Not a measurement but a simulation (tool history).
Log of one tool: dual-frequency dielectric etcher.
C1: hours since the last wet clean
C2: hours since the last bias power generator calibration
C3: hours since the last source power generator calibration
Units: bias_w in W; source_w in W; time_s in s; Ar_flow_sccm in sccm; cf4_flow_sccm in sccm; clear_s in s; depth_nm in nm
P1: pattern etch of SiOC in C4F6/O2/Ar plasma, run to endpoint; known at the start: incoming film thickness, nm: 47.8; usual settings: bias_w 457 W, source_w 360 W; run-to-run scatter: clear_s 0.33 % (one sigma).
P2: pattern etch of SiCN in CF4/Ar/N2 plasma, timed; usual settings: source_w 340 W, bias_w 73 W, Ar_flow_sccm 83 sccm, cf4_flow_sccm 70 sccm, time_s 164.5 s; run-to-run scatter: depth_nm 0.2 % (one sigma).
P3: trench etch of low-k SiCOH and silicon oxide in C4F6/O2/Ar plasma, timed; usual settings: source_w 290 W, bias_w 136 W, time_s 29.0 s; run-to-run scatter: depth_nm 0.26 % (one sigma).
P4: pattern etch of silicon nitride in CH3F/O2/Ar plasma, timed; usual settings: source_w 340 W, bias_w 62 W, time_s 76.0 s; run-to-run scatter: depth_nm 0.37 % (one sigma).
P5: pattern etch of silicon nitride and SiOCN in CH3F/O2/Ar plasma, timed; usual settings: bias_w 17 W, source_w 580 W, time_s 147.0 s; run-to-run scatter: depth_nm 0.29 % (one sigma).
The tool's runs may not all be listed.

run 1 hour=9.9 | process=P1 bias_w=457 source_w=360 | C1=424.0 C2=1253.2 C3=617.9 | clear_s=16.853
run 2 hour=19.7 | process=P1 bias_w=457 source_w=480 | C1=433.8 C2=1263.0 C3=627.7 | clear_s=15.162
run 3 hour=26.5 | process=P5 bias_w=17 source_w=750 time_s=147.0 | C1=440.6 C2=1269.8 C3=634.5 | depth_nm=21.933
run 4 hour=36.2 | process=P3 bias_w=103 source_w=290 time_s=29.0 | C1=450.3 C2=1279.5 C3=644.2 | depth_nm=66.479
run 5 hour=42.6 | process=P4 bias_w=62 source_w=280 time_s=76.0 | C1=456.7 C2=1285.9 C3=650.6 | depth_nm=43.996
run 6 hour=49.4 | process=P5 bias_w=17 source_w=580 time_s=147.0 | C1=463.5 C2=1292.7 C3=657.4 | depth_nm=20.023
run 7 hour=55.8 | process=P3 bias_w=136 source_w=170 time_s=29.0 | C1=469.9 C2=1299.1 C3=663.8 | depth_nm=58.876
run 8 hour=65.7 | process=P2 bias_w=73 source_w=340 time_s=164.5 Ar_flow_sccm=83 cf4_flow_sccm=48 | C1=479.8 C2=1309.0 C3=673.7 | depth_nm=108.150
run 9 hour=71.9 | process=P5 bias_w=17 source_w=580 time_s=186.5 | C1=486.0 C2=1315.2 C3=679.9 | depth_nm=25.398
run 10 hour=77.9 | process=P2 bias_w=73 source_w=340 time_s=164.5 Ar_flow_sccm=83 cf4_flow_sccm=70 | C1=492.0 C2=1321.2 C3=685.9 | depth_nm=114.000
run 11 hour=89.9 | process=P1 bias_w=326 source_w=360 | C1=504.0 C2=1333.2 C3=697.9 | clear_s=19.077
run 12 hour=99.5 | process=P1 bias_w=560 source_w=230 | C1=513.6 C2=1342.8 C3=707.5 | clear_s=18.412
run 13 hour=110.8 | process=P4 bias_w=62 source_w=340 time_s=93.0 | C1=524.9 C2=1354.1 C3=718.8 | depth_nm=58.337
run 14 hour=117.6 | process=P1 bias_w=457 source_w=220 | C1=531.7 C2=1360.9 C3=725.6 | clear_s=20.343
run 15 hour=124.0 | process=P3 bias_w=136 source_w=290 time_s=38.0 | C1=538.1 C2=1367.3 C3=732.0 | depth_nm=94.345
-- hour=125.2 wet clean of the chamber
run 16 hour=131.3 | process=P5 bias_w=17 source_w=580 time_s=147.0 | C1=6.1 C2=1374.6 C3=739.3 | depth_nm=20.046
run 17 hour=139.0 | process=P4 bias_w=37 source_w=340 time_s=76.0 | C1=13.8 C2=1382.3 C3=747.0 | depth_nm=40.554
run 18 hour=149.5 | process=P4 bias_w=62 source_w=340 time_s=76.0 | C1=24.3 C2=1392.8 C3=757.5 | depth_nm=47.323
run 19 hour=155.7 | process=P1 bias_w=457 source_w=360 | C1=30.5 C2=1399.0 C3=763.7 | clear_s=16.830
run 20 hour=161.1 | process=P3 bias_w=136 source_w=290 time_s=29.0 | C1=35.9 C2=1404.4 C3=769.1 | depth_nm=72.097
run 21 hour=170.9 | process=P3 bias_w=136 source_w=290 time_s=29.0 | C1=45.7 C2=1414.2 C3=778.9 | depth_nm=72.493
run 22 hour=178.4 | process=P5 bias_w=14 source_w=580 time_s=147.0 | C1=53.2 C2=1421.7 C3=786.4 | depth_nm=18.605
run 23 hour=185.9 | process=P1 bias_w=457 source_w=360 | C1=60.7 C2=1429.2 C3=793.9 | clear_s=16.858
run 24 hour=196.1 | process=P1 bias_w=457 source_w=360 | C1=70.9 C2=1439.4 C3=804.1 | clear_s=16.910

Run 25 comes next. What will it give?
run 25 hour=207.0 | process=P2 bias_w=73 source_w=340 time_s=233.0 Ar_flow_sccm=83 cf4_flow_sccm=70 | C1=81.8 C2=1450.3 C3=815.0 | depth_nm=?

depth_nm: 161.230 nm

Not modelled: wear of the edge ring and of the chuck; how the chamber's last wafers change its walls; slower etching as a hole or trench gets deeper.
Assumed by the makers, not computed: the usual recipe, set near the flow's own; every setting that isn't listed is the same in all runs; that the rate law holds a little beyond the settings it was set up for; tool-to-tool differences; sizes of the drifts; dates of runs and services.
